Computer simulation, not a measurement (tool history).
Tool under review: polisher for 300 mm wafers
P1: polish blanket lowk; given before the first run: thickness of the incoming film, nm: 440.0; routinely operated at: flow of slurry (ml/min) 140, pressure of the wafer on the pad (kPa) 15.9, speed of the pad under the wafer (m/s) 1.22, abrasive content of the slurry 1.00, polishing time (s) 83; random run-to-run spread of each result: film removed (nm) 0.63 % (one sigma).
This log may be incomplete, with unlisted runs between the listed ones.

run	hour	flow of slurry (ml/min)	pressure of the wafer on the pad (kPa)	speed of the pad under the wafer (m/s)	abrasive content of the slurry	polishing time (s)	wafers polished on this pad	hours since the slurry nozzle was cleaned	hours since the head pressure was calibrated	hours since the slurry blender was calibrated	hours since the conditioning disc was replaced	film removed (nm)
1	4.9	140	15.9	1.22	1.00	83	581	246.4	563.9	137.9	124.9	43.158
2	9.7	140	23.4	1.22	1.00	83	622	251.2	568.7	142.7	129.7	63.063
3	13.7	140	15.9	1.22	1.00	83	656	255.2	572.7	146.7	133.7	42.791
4	21.2	140	15.9	1.22	1.00	117	720	262.7	580.2	154.2	141.2	60.142
5	25.3	140	15.9	1.22	1.00	83	755	266.8	584.3	158.3	145.3	42.772
6	30.5	140	15.9	1.22	1.50	83	800	272.0	589.5	163.5	150.5	50.281
7	36.6	140	15.9	1.22	1.35	121	852	278.1	595.6	169.6	156.6	70.340
8	40.3	140	15.9	1.22	0.50	83	883	281.8	599.3	173.3	160.3	29.458
9	47.3	140	15.9	1.22	1.00	83	943	288.8	606.3	180.3	167.3	42.330
10	52.5	140	15.9	1.22	1.00	83	988	294.0	611.5	185.5	172.5	42.973
11	57.6	215	15.9	1.22	1.00	83	1031	299.1	616.6	190.6	177.6	46.005
12	62.4	140	15.9	1.22	1.00	59	1072	303.9	621.4	195.4	182.4	30.331
# hour 68.2: worn pad replaced by a new one
13	68.9	140	15.9	1.22	1.00	83	6	310.4	627.9	201.9	188.9	42.847
14	73.3	140	15.9	1.76	1.00	103	43	314.8	632.3	206.3	193.3	70.889
15	79.9	140	15.9	1.60	1.00	83	100	321.4	638.9	212.9	199.9	53.043
16	85.0	140	10.3	1.22	1.00	83	143	326.5	644.0	218.0	205.0	27.794
17	89.0	140	15.9	1.22	1.35	126	178	330.5	648.0	222.0	209.0	73.355
18	93.4	85	15.9	1.22	1.00	83	215	334.9	652.4	226.4	213.4	38.061
19	96.8	140	15.9	0.72	1.00	83	244	338.3	655.8	229.8	216.8	28.035
20	100.3	140	15.9	1.22	1.00	83	274	341.8	659.3	233.3	220.3	42.824
21	108.1	140	15.9	1.22	1.00	83	341	349.6	667.1	241.1	228.1	40.950
22	113.7	140	15.9	1.22	1.00	83	389	355.2	672.7	246.7	233.7	39.820
23	119.8	140	15.9	1.22	1.00	83	441	361.3	678.8	252.8	239.8	39.495
24	124.9	140	15.9	1.22	1.00	83	484	366.4	683.9	257.9	244.9	38.854
25	130.7	140	15.9	1.22	1.00	83	534	372.2	689.7	263.7	250.7	38.530
# hour 135.7: conditioning disc replaced and pad reconditioned
26	137.4	140	15.9	1.22	1.00	83	591	378.9	696.4	270.4	1.8	37.822
# hour 139.5: worn pad replaced by a new one
27	142.4	140	15.9	1.22	1.00	83	25	383.9	701.4	275.4	6.8	38.445
28	147.4	140	15.9	1.22	1.00	83	68	388.9	706.4	280.4	11.8	37.995
29	152.6	140	15.9	1.22	1.00	83	112	394.1	711.6	285.6	17.0	37.645
30	159.7	140	15.9	1.22	1.00	83	173	401.2	718.7	292.7	24.1	38.491

What P1 gives has crept away from where it was. These 3 causes fit the log equally well, each at the size given:
A: slurry flow missing at the pad, % = 39.8
B: abrasive missing from the slurry, % = 21.7
C: head's pressure below its setpoint, % = 11.2
Onset of the creep was near hour 100.3.
Why every other cause is out:
removal rate lost through wear of the pad, %: serviced at hour 139.5, after the drift had started, without restoring the earlier output
time polished since the conditioner stopped cutting, s: serviced at hour 135.7, after the drift had started, without restoring the earlier output

Each of the check runs listed below is run on 3 wafers and reports their average, with the results left as question marks. Pick the one under which the possible causes would lead to clearly different results.
check 1	166.8	90	15.9	1.22	1.00	62						?
check 2	166.8	85	15.9	1.22	0.55	83						?
check 3	166.8	180	15.9	0.96	1.00	83						?
check 4	166.8	140	22.1	1.22	0.80	83						?

What each check would give under each cause:
check	result	if A	if B	if C
check 1	film removed (nm)	24.300	25.677	25.673
check 2	film removed (nm)	23.140	23.790	24.652
check 3	film removed (nm)	33.489	32.698	32.693
check 4	film removed (nm)	47.466	46.834	47.469
Minimum pairwise separation of causes per check, each pair taken at its best-separating result: check 1 0.01 %; check 2 2.77 %; check 3 0.01 %; check 4 0.01 %
Only in check 2 would the causes give clearly different results; in the remaining checks their results would be nearly the same.

Running check 2 produced the following: film removed (nm) 24.632. Which one of the listed causes fits?

It is C: head's pressure below its setpoint, %.

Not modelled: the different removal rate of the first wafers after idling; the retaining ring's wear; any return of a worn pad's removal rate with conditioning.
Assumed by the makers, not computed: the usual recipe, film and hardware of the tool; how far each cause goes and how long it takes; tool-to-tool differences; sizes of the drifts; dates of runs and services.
